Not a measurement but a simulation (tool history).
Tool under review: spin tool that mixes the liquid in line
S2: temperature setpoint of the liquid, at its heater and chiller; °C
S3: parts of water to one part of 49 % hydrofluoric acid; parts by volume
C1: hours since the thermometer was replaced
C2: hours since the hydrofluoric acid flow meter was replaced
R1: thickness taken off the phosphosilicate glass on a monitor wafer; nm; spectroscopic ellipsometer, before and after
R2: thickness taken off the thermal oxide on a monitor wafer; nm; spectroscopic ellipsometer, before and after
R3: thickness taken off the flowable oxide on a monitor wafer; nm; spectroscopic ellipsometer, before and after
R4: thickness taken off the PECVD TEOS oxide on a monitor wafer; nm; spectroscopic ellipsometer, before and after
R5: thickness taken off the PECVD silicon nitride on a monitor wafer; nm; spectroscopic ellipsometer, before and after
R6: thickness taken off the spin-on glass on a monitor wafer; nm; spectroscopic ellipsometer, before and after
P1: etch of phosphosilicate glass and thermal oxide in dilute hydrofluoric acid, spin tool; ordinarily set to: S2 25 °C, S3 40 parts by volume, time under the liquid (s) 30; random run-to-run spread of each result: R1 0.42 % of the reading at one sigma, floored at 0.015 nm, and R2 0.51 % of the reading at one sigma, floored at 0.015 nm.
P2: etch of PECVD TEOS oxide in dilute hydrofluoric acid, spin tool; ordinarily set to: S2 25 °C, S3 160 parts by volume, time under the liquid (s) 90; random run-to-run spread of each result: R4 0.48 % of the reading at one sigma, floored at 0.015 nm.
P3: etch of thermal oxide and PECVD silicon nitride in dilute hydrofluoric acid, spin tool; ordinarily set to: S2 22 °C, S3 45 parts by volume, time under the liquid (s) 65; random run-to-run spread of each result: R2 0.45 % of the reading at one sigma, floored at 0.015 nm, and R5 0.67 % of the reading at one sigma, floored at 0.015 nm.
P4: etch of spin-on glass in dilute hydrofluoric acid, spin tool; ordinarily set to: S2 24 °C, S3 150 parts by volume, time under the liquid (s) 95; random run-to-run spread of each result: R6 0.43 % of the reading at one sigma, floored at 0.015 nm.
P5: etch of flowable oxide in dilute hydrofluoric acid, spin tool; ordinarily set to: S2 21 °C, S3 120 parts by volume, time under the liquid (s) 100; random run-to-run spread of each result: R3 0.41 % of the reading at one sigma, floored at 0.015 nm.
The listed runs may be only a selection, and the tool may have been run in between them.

Run 1, hour 4.3: process that ran P1, S2 25 °C, S3 40 parts by volume, time under the liquid (s) 30; C1 1652; C2 286.7. Result: R1 51.041 nm, R2 4.1827 nm.
Run 2, hour 9.2: process that ran P5, S2 21 °C, S3 120 parts by volume, time under the liquid (s) 100; C1 1656.9; C2 291.6. Result: R3 19.842 nm.
Run 3, hour 15.2: process that ran P2, S2 25 °C, S3 55 parts by volume, time under the liquid (s) 90; C1 1662.9; C2 297.6. Result: R4 45.158 nm.
Run 4, hour 21.4: process that ran P3, S2 17 °C, S3 45 parts by volume, time under the liquid (s) 65; C1 1669.1; C2 303.8. Result: R2 5.4582 nm, R5 2.121 nm.
Run 5, hour 27.7: process that ran P3, S2 22 °C, S3 45 parts by volume, time under the liquid (s) 110; C1 1675.4; C2 310.1. Result: R2 11.607 nm, R5 5.1799 nm.
Run 6, hour 34: process that ran P3, S2 22 °C, S3 75 parts by volume, time under the liquid (s) 65; C1 1681.7; C2 316.4. Result: R2 3.8982 nm, R5 1.8102 nm.
Run 7, hour 37.8: process that ran P1, S2 25 °C, S3 40 parts by volume, time under the liquid (s) 55; C1 1685.5; C2 320.2. Result: R1 93.87 nm, R2 7.5978 nm.
Run 8, hour 40.7: process that ran P3, S2 22 °C, S3 45 parts by volume, time under the liquid (s) 65; C1 1688.4; C2 323.1. Result: R2 6.8256 nm, R5 3.0557 nm.
Run 9, hour 47: process that ran P1, S2 25 °C, S3 20 parts by volume, time under the liquid (s) 30; C1 1694.7; C2 329.4. Result: R1 104.56 nm, R2 8.6133 nm.
Run 10, hour 53.1: process that ran P5, S2 17 °C, S3 120 parts by volume, time under the liquid (s) 100; C1 1700.8; C2 335.5. Result: R3 16.923 nm.
Run 11, hour 59.5: process that ran P1, S2 25 °C, S3 40 parts by volume, time under the liquid (s) 30; C1 1707.2; C2 341.9. Result: R1 50.777 nm, R2 4.1447 nm.
Run 12, hour 63.2: process that ran P1, S2 32.5 °C, S3 40 parts by volume, time under the liquid (s) 30; C1 1710.9; C2 345.6. Result: R1 68.516 nm, R2 5.552 nm.
Run 13, hour 67.8: process that ran P4, S2 24 °C, S3 150 parts by volume, time under the liquid (s) 95; C1 1715.5; C2 350.2. Result: R6 26.039 nm.
Run 14, hour 72: process that ran P5, S2 21 °C, S3 40 parts by volume, time under the liquid (s) 100; C1 1719.7; C2 354.4. Result: R3 65.485 nm.
Run 15, hour 78.1: process that ran P4, S2 17 °C, S3 150 parts by volume, time under the liquid (s) 95; C1 1725.8; C2 360.5. Result: R6 19.605 nm.
Run 16, hour 84.4: process that ran P1, S2 25 °C, S3 40 parts by volume, time under the liquid (s) 15; C1 1732.1; C2 366.8. Result: R1 25.412 nm, R2 2.0807 nm.
Run 17, hour 90.6: process that ran P5, S2 21 °C, S3 120 parts by volume, time under the liquid (s) 55; C1 1738.3; C2 373. Result: R3 10.926 nm.
Run 18, hour 95.4: process that ran P4, S2 24 °C, S3 35 parts by volume, time under the liquid (s) 95; C1 1743.1; C2 377.8. Result: R6 128.4 nm.
Run 19, hour 101: process that ran P2, S2 25 °C, S3 160 parts by volume, time under the liquid (s) 90; C1 1748.7; C2 383.4. Result: R4 13.636 nm.
Run 20, hour 105.7: process that ran P1, S2 20.5 °C, S3 40 parts by volume, time under the liquid (s) 30; C1 1753.4; C2 388.1. Result: R1 42.495 nm, R2 3.4328 nm.
Run 21, hour 108.9: process that ran P1, S2 25 °C, S3 40 parts by volume, time under the liquid (s) 30; C1 1756.6; C2 391.3. Result: R1 50.984 nm, R2 4.1857 nm.
Run 22, hour 112.5: process that ran P1, S2 25 °C, S3 40 parts by volume, time under the liquid (s) 30; C1 1760.2; C2 394.9. Result: R1 50.944 nm, R2 4.16 nm.
Run 23, hour 115.4: process that ran P1, S2 21 °C, S3 40 parts by volume, time under the liquid (s) 45; C1 1763.1; C2 397.8. Result: R1 64.388 nm, R2 5.2895 nm.
Run 24, hour 118.3: process that ran P1, S2 25 °C, S3 40 parts by volume, time under the liquid (s) 30; C1 1766; C2 400.7. Result: R1 51.179 nm, R2 4.163 nm.
Run 25, hour 122.6: process that ran P2, S2 25 °C, S3 160 parts by volume, time under the liquid (s) 90; C1 1770.3; C2 405. Result: R4 13.699 nm.
Run 26, hour 129.1: process that ran P2, S2 25 °C, S3 160 parts by volume, time under the liquid (s) 45; C1 1776.8; C2 411.5. Result: R4 6.8269 nm.
Run 27, hour 133.7: process that ran P2, S2 17.5 °C, S3 160 parts by volume, time under the liquid (s) 90; C1 1781.4; C2 416.1. Result: R4 10.147 nm.
Run 28, hour 137.9: process that ran P1, S2 25 °C, S3 70 parts by volume, time under the liquid (s) 30; C1 1785.6; C2 420.3. Result: R1 28.13 nm, R2 2.2626 nm.
Run 29, hour 141.7: process that ran P3, S2 22 °C, S3 45 parts by volume, time under the liquid (s) 65; C1 1789.4; C2 424.1. Result: R2 6.8248 nm, R5 3.0326 nm.
Run 30, hour 146.7: process that ran P4, S2 24 °C, S3 150 parts by volume, time under the liquid (s) 175; C1 1794.4; C2 429.1. Result: R6 48.001 nm.
Run 31, hour 150.3: process that ran P1, S2 25 °C, S3 40 parts by volume, time under the liquid (s) 30; C1 1798; C2 432.7. Result: R1 51.126 nm, R2 4.2153 nm.
Run 32, hour 154.7: process that ran P1, S2 25 °C, S3 40 parts by volume, time under the liquid (s) 30; C1 1802.4; C2 437.1. Result: R1 49.943 nm, R2 4.076 nm.
Run 33, hour 160.6: process that ran P1, S2 25 °C, S3 40 parts by volume, time under the liquid (s) 30; C1 1808.3; C2 443. Result: R1 49.165 nm, R2 4.0561 nm.
Run 34, hour 163.8: process that ran P1, S2 25 °C, S3 40 parts by volume, time under the liquid (s) 30; C1 1811.5; C2 446.2. Result: R1 48.337 nm, R2 3.962 nm.
Run 35, hour 169.7: process that ran P1, S2 25 °C, S3 40 parts by volume, time under the liquid (s) 30; C1 1817.4; C2 452.1. Result: R1 48.567 nm, R2 3.9669 nm.
Run 36, hour 176.2: process that ran P1, S2 25 °C, S3 40 parts by volume, time under the liquid (s) 30; C1 1823.9; C2 458.6. Result: R1 48.555 nm, R2 3.9293 nm.
Run 37, hour 181.2: process that ran P1, S2 25 °C, S3 40 parts by volume, time under the liquid (s) 30; C1 1828.9; C2 463.6. Result: R1 48.428 nm, R2 3.8946 nm.
Run 38, hour 185.3: process that ran P1, S2 25 °C, S3 40 parts by volume, time under the liquid (s) 30; C1 1833; C2 467.7. Result: R1 48.613 nm, R2 3.9502 nm.
Run 39, hour 190.6: process that ran P1, S2 25 °C, S3 40 parts by volume, time under the liquid (s) 30; C1 1838.3; C2 473. Result: R1 48.083 nm, R2 3.8907 nm.

The log shows P1 creeping away from where it was. Any of the 2 causes listed here, at the size stated for it, fits the log just as well as the others:
A: liquid colder than its thermometer reads (K) = 1.47
B: hydrofluoric acid flow below the setpoint (%) = 5.58
The creep began at about hour 150.3.

The list below offers 4 check runs, each averaging the results of 5 wafers, and shows each result as a question mark. For which of them would the listed causes give clearly different results?
Run check 1, hour 195.9: process that ran P5, S2 17.5 °C, S3 60 parts by volume, time under the liquid (s) 100. Result: R3 ?.
Run check 2, hour 195.9: process that ran P2, S2 25 °C, S3 75 parts by volume, time under the liquid (s) 45. Result: R4 ?.
Run check 3, hour 195.9: process that ran P3, S2 17 °C, S3 70 parts by volume, time under the liquid (s) 65. Result: R2 ?, R5 ?.
Run check 4, hour 195.9: process that ran P4, S2 24 °C, S3 75 parts by volume, time under the liquid (s) 165. Result: R6 ?.

If the cause were each of the candidates in turn, the checks would give the following:
  check  result    if A    if B
check 1      R3  34.513   34.59
check 2      R4  15.241   15.18
check 3      R2  3.2182  3.2233
check 3      R5  1.2614  1.3241
check 4      R6  93.137  92.828
Per check, the gap between the least separated pair of causes, taken in the result that splits them most: check 1 0.22 %; check 2 0.4 %; check 3 4.85 %; check 4 0.33 %
Only check 3 tells the causes apart: in the others they would give nearly the same result.

After running check 3, the following was obtained: R2 3.2102 nm; R5 1.2676 nm. Which cause does this point to?

Of the candidate causes, it is A: liquid colder than its thermometer reads (K).
